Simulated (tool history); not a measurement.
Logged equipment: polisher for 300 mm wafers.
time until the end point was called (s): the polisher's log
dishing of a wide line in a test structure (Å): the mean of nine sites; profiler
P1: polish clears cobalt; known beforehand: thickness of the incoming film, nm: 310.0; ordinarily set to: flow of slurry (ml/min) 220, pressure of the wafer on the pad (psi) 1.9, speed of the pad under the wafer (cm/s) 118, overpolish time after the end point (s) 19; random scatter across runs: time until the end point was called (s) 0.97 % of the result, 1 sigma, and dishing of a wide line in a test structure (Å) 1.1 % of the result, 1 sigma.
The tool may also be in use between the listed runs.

run,hour,flow of slurry (ml/min),pressure of the wafer on the pad (psi),speed of the pad under the wafer (cm/s),overpolish time after the end point (s),wafers polished on this pad,hours since the slurry nozzle was cleaned,hours since the head pressure was calibrated,time until the end point was called (s),dishing of a wide line in a test structure (Å)
1,11.1,220,1.9,118,19,232,329.1,636.0,49.765,516.65
2,22.6,220,1.9,118,19,355,340.6,647.5,49.106,504.63
3,31.5,220,1.9,118,10,450,349.5,656.4,48.946,383.34
4,46.0,220,1.9,118,19,605,364.0,670.9,49.535,512.37
5,62.8,220,1.9,118,19,785,380.8,687.7,49.604,495.71
6,72.1,130,1.9,118,19,884,390.1,697.0,53.419,495.02
7,82.4,220,1.9,118,35,995,400.4,707.3,48.638,578.84
8,101.3,220,1.9,182,19,1197,419.3,726.2,31.745,561.29
9,116.9,325,1.9,118,9,1364,434.9,741.8,46.748,369.06
10,125.2,220,2.8,118,19,1452,443.2,750.1,33.338,559.00
11,137.1,220,1.9,54,19,1580,455.1,762.0,107.350,352.45
12,151.6,220,1.3,118,19,1735,469.6,776.5,73.071,440.23

What will run 13 give?
13,170.8,220,3.0,76,19,1940,488.8,795.7,?,?

time until the end point was called (s): 48.525
dishing of a wide line in a test structure (Å): 501.97

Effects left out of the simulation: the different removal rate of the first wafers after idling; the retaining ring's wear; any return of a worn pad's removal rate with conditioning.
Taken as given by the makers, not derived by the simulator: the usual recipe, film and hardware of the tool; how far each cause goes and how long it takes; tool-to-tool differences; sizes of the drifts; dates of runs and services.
